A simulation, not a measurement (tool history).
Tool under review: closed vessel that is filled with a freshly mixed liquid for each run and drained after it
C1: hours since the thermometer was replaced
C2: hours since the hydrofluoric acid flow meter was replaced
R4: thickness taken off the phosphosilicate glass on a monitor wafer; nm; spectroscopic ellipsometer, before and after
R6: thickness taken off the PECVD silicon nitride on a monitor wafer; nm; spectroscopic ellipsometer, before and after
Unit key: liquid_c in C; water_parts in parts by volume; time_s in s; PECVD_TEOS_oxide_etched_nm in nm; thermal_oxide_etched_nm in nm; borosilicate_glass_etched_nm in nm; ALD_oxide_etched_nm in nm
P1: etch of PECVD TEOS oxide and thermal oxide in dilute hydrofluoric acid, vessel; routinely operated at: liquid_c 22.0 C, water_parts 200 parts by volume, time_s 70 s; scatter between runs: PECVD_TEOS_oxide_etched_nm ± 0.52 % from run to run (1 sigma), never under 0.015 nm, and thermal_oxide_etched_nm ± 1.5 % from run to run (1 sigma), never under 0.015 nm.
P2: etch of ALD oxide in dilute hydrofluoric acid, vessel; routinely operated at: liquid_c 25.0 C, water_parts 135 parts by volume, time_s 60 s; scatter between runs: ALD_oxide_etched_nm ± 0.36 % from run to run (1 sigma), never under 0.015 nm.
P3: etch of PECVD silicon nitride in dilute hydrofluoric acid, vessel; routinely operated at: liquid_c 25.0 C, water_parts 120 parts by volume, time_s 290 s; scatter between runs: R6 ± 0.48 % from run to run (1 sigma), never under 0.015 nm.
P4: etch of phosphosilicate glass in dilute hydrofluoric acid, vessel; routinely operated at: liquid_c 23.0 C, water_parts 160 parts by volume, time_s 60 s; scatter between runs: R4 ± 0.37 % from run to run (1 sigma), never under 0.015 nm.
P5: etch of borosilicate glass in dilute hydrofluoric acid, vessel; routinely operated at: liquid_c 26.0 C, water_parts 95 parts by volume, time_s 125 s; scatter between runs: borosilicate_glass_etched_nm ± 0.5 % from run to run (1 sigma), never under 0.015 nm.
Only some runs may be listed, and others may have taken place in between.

Run 1, hour 7.3: process P1, liquid_c 22.0 C, water_parts 200 parts by volume, time_s 70 s; C1 356.2; C2 253.7. Result: PECVD_TEOS_oxide_etched_nm 4.9465 nm, thermal_oxide_etched_nm 1.42790 nm.
Run 2, hour 21.5: process P5, liquid_c 21.5 C, water_parts 95 parts by volume, time_s 125 s; C1 370.4; C2 267.9. Result: borosilicate_glass_etched_nm 23.581 nm.
Run 3, hour 30.4: process P1, liquid_c 17.0 C, water_parts 200 parts by volume, time_s 100 s; C1 379.3; C2 276.8. Result: PECVD_TEOS_oxide_etched_nm 5.7950 nm, thermal_oxide_etched_nm 1.61190 nm.
Run 4, hour 39.7: process P5, liquid_c 26.0 C, water_parts 140 parts by volume, time_s 125 s; C1 388.6; C2 286.1. Result: borosilicate_glass_etched_nm 18.085 nm.
Run 5, hour 46.7: process P1, liquid_c 22.0 C, water_parts 200 parts by volume, time_s 70 s; C1 395.6; C2 293.1. Result: PECVD_TEOS_oxide_etched_nm 4.9692 nm, thermal_oxide_etched_nm 1.38430 nm.
Run 6, hour 54.6: process P5, liquid_c 26.0 C, water_parts 95 parts by volume, time_s 125 s; C1 403.5; C2 301.0. Result: borosilicate_glass_etched_nm 28.077 nm.
Run 7, hour 61.1: process P1, liquid_c 22.0 C, water_parts 70 parts by volume, time_s 70 s; C1 410.0; C2 307.5. Result: PECVD_TEOS_oxide_etched_nm 16.1450 nm, thermal_oxide_etched_nm 4.45920 nm.
Run 8, hour 74.7: process P4, liquid_c 23.0 C, water_parts 160 parts by volume, time_s 30 s; C1 423.6; C2 321.1. Result: R4 31.612 nm.
Run 9, hour 83.5: process P1, liquid_c 22.0 C, water_parts 200 parts by volume, time_s 70 s; C1 432.4; C2 329.9. Result: PECVD_TEOS_oxide_etched_nm 4.9389 nm, thermal_oxide_etched_nm 1.38720 nm.
Run 10, hour 93.3: process P1, liquid_c 22.0 C, water_parts 335 parts by volume, time_s 70 s; C1 442.2; C2 339.7. Result: PECVD_TEOS_oxide_etched_nm 2.5809 nm, thermal_oxide_etched_nm 0.73567 nm.
Run 11, hour 101.8: process P4, liquid_c 23.0 C, water_parts 275 parts by volume, time_s 60 s; C1 450.7; C2 348.2. Result: R4 32.889 nm.
Run 12, hour 109.7: process P1, liquid_c 17.0 C, water_parts 200 parts by volume, time_s 70 s; C1 458.6; C2 356.1. Result: PECVD_TEOS_oxide_etched_nm 4.1069 nm, thermal_oxide_etched_nm 1.11490 nm.
Run 13, hour 122.3: process P4, liquid_c 23.0 C, water_parts 160 parts by volume, time_s 60 s; C1 471.2; C2 368.7. Result: R4 63.416 nm.
Run 14, hour 130.1: process P1, liquid_c 22.0 C, water_parts 200 parts by volume, time_s 70 s; C1 479.0; C2 376.5. Result: PECVD_TEOS_oxide_etched_nm 4.9275 nm, thermal_oxide_etched_nm 1.35890 nm.
Run 15, hour 138.2: process P2, liquid_c 25.0 C, water_parts 135 parts by volume, time_s 100 s; C1 487.1; C2 384.6. Result: ALD_oxide_etched_nm 24.171 nm.
Run 16, hour 147.6: process P1, liquid_c 22.0 C, water_parts 200 parts by volume, time_s 70 s; C1 496.5; C2 394.0. Result: PECVD_TEOS_oxide_etched_nm 4.9062 nm, thermal_oxide_etched_nm 1.38070 nm.
Run 17, hour 157.3: process P1, liquid_c 22.0 C, water_parts 200 parts by volume, time_s 70 s; C1 506.2; C2 403.7. Result: PECVD_TEOS_oxide_etched_nm 4.9021 nm, thermal_oxide_etched_nm 1.43480 nm.
Run 18, hour 166.6: process P3, liquid_c 25.0 C, water_parts 120 parts by volume, time_s 460 s; C1 515.5; C2 413.0. Result: R6 6.7461 nm.
Run 19, hour 178.2: process P5, liquid_c 26.0 C, water_parts 95 parts by volume, time_s 60 s; C1 527.1; C2 424.6. Result: borosilicate_glass_etched_nm 13.481 nm.
Run 20, hour 185.1: process P2, liquid_c 31.5 C, water_parts 135 parts by volume, time_s 60 s; C1 534.0; C2 431.5. Result: ALD_oxide_etched_nm 18.511 nm.
Run 21, hour 194.5: process P2, liquid_c 25.0 C, water_parts 220 parts by volume, time_s 60 s; C1 543.4; C2 440.9. Result: ALD_oxide_etched_nm 8.125 nm.
Run 22, hour 207.6: process P1, liquid_c 22.0 C, water_parts 200 parts by volume, time_s 110 s; C1 556.5; C2 454.0. Result: PECVD_TEOS_oxide_etched_nm 7.7471 nm, thermal_oxide_etched_nm 2.19190 nm.
Run 23, hour 222.4: process P3, liquid_c 25.0 C, water_parts 120 parts by volume, time_s 290 s; C1 571.3; C2 468.8. Result: R6 4.2148 nm.
Run 24, hour 234.0: process P2, liquid_c 25.0 C, water_parts 135 parts by volume, time_s 60 s; C1 582.9; C2 480.4. Result: ALD_oxide_etched_nm 14.652 nm.
Run 25, hour 241.3: process P4, liquid_c 17.0 C, water_parts 160 parts by volume, time_s 60 s; C1 590.2; C2 487.7. Result: R4 50.158 nm.
Run 26, hour 251.3: process P3, liquid_c 25.0 C, water_parts 205 parts by volume, time_s 290 s; C1 600.2; C2 497.7. Result: R6 2.4930 nm.
Run 27, hour 259.1: process P1, liquid_c 26.5 C, water_parts 200 parts by volume, time_s 70 s; C1 608.0; C2 505.5. Result: PECVD_TEOS_oxide_etched_nm 5.7983 nm, thermal_oxide_etched_nm 1.67360 nm.
Run 28, hour 270.9: process P2, liquid_c 25.0 C, water_parts 135 parts by volume, time_s 60 s; C1 619.8; C2 517.3. Result: ALD_oxide_etched_nm 14.608 nm.
Run 29, hour 285.7: process P4, liquid_c 23.0 C, water_parts 160 parts by volume, time_s 60 s; C1 634.6; C2 532.1. Result: R4 63.589 nm.
Run 30, hour 293.5: process P3, liquid_c 17.5 C, water_parts 120 parts by volume, time_s 290 s; C1 642.4; C2 539.9. Result: R6 2.5735 nm.
Run 31, hour 300.3: process P1, liquid_c 22.0 C, water_parts 200 parts by volume, time_s 70 s; C1 649.2; C2 546.7. Result: PECVD_TEOS_oxide_etched_nm 4.8460 nm, thermal_oxide_etched_nm 1.34140 nm.
Run 32, hour 313.3: process P1, liquid_c 22.0 C, water_parts 200 parts by volume, time_s 35 s; C1 662.2; C2 559.7. Result: PECVD_TEOS_oxide_etched_nm 2.4639 nm, thermal_oxide_etched_nm 0.73608 nm.
Run 33, hour 320.0: process P1, liquid_c 22.0 C, water_parts 200 parts by volume, time_s 70 s; C1 668.9; C2 566.4. Result: PECVD_TEOS_oxide_etched_nm 4.9128 nm, thermal_oxide_etched_nm 1.38890 nm.
Run 34, hour 333.1: process P1, liquid_c 22.0 C, water_parts 200 parts by volume, time_s 70 s; C1 682.0; C2 579.5. Result: PECVD_TEOS_oxide_etched_nm 4.7199 nm, thermal_oxide_etched_nm 1.30790 nm.
Run 35, hour 343.9: process P1, liquid_c 22.0 C, water_parts 200 parts by volume, time_s 70 s; C1 692.8; C2 590.3. Result: PECVD_TEOS_oxide_etched_nm 4.6981 nm, thermal_oxide_etched_nm 1.33200 nm.
Run 36, hour 351.9: process P1, liquid_c 22.0 C, water_parts 200 parts by volume, time_s 70 s; C1 700.8; C2 598.3. Result: PECVD_TEOS_oxide_etched_nm 4.6283 nm, thermal_oxide_etched_nm 1.32650 nm.
Run 37, hour 360.7: process P1, liquid_c 22.0 C, water_parts 200 parts by volume, time_s 70 s; C1 709.6; C2 607.1. Result: PECVD_TEOS_oxide_etched_nm 4.5879 nm, thermal_oxide_etched_nm 1.32940 nm.
Run 38, hour 370.9: process P1, liquid_c 22.0 C, water_parts 200 parts by volume, time_s 70 s; C1 719.8; C2 617.3. Result: PECVD_TEOS_oxide_etched_nm 4.6236 nm, thermal_oxide_etched_nm 1.29040 nm.
Run 39, hour 382.6: process P1, liquid_c 22.0 C, water_parts 200 parts by volume, time_s 70 s; C1 731.5; C2 629.0. Result: PECVD_TEOS_oxide_etched_nm 4.6231 nm, thermal_oxide_etched_nm 1.31640 nm.

Something has made what P1 gives creep away from where it was; the 2 causes below, each at its own stated size, fit the log equally well:
A: liquid colder than its thermometer reads (K) = 1.78
B: hydrofluoric acid flow below the setpoint (%) = 5.46
At approximately hour 320.0, the process output began to creep.

Question marks stand in for the results of the 4 check runs listed below, each run on one wafer. Under which run would the listed causes show clearly different results?
Run check 1, hour 394.3: process P4, liquid_c 23.0 C, water_parts 160 parts by volume, time_s 60 s. Result: R4 ?.
Run check 2, hour 394.3: process P3, liquid_c 25.0 C, water_parts 120 parts by volume, time_s 290 s. Result: R6 ?.
Run check 3, hour 394.3: process P2, liquid_c 25.0 C, water_parts 135 parts by volume, time_s 60 s. Result: ALD_oxide_etched_nm ?.
Run check 4, hour 394.3: process P5, liquid_c 26.0 C, water_parts 95 parts by volume, time_s 125 s. Result: borosilicate_glass_etched_nm ?.

Outcome of each check run for each possible cause:
  check                        result    if A    if B
check 1                            R4  59.253  59.410
check 2                            R6  3.7744  4.0097
check 3           ALD_oxide_etched_nm  13.619  13.663
check 4  borosilicate_glass_etched_nm  26.242  26.421
Distance between the nearest two causes, measured in the result of the check that separates them most: check 1 0.26 %; check 2 6.05 %; check 3 0.33 %; check 4 0.68 %
Only check 2 tells the causes apart: in the others they would give nearly the same result.

Check 2 was carried out, with these results: R6 3.7717 nm. Which of the listed causes is responsible?

It is A: liquid colder than its thermometer reads (K).

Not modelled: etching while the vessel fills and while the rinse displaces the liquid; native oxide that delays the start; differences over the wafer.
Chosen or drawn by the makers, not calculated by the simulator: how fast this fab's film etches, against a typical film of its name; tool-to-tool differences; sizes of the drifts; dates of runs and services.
